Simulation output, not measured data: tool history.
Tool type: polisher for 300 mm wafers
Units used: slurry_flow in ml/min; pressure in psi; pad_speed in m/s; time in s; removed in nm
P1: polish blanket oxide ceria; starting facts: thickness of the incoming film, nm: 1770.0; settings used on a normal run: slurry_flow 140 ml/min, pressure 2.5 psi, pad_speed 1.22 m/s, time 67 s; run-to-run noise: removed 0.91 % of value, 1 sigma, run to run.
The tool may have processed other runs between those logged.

run   hour  slurry_flow  pressure  pad_speed  time  wafers polished on this pad  hours since the slurry nozzle was cleaned  hours since the head pressure was calibrated  removed
  1    7.6          140       2.5       1.22    67                          948                                        601                                        1153.8   268.43
  2   13.4          140       2.5       1.92    67                          998                                      606.8                                        1159.6   417.52
  3     17          140       2.5        0.9    67                         1029                                      610.4                                        1163.2   191.43
  4   21.5          140       2.5       1.22    67                         1067                                      614.9                                        1167.7   265.33
  5   29.3          140       2.5       1.22    67                         1134                                      622.7                                        1175.5   265.82
  6     33          140       2.5       1.22    99                         1166                                      626.4                                        1179.2   395.18
  7     40          140       2.5       1.22    34                         1226                                      633.4                                        1186.2   131.61
  8   43.5          200       2.5       1.22    67                         1256                                      636.9                                        1189.7    272.8
  9   51.2          100       1.1       1.22    67                         1322                                      644.6                                        1197.4   106.09
 10   58.2          140       2.5       1.22    67                         1381                                      651.6                                        1204.4    265.4
 11   63.4           90       2.5       1.22    67                         1426                                      656.8                                        1209.6   240.83
 12   70.8          140       3.9       1.22    67                         1489                                      664.2                                          1217   413.28
 13   74.4          140       1.1       1.22    67                         1520                                      667.8                                        1220.6   116.77
 14   79.9          140       2.5       1.22    67                         1567                                      673.3                                        1226.1   265.68
 15   83.2          140       2.5       1.22    67                         1595                                      676.6                                        1229.4   263.63
 16   87.4          140       2.5       1.22    67                         1631                                      680.8                                        1233.6   263.81
 17   91.3          140       2.5       1.22    67                         1665                                      684.7                                        1237.5   258.32
 18   97.3          140       2.5       1.22    67                         1716                                      690.7                                        1243.5   249.33
 19  104.2          140       2.5       1.22    67                         1775                                      697.6                                        1250.4   242.57

Forecast run 20:
 20  109.5          140       2.5       1.22    67                         1821                                      702.9                                        1255.7        ?

{"run 20": {"removed": 242.8}}

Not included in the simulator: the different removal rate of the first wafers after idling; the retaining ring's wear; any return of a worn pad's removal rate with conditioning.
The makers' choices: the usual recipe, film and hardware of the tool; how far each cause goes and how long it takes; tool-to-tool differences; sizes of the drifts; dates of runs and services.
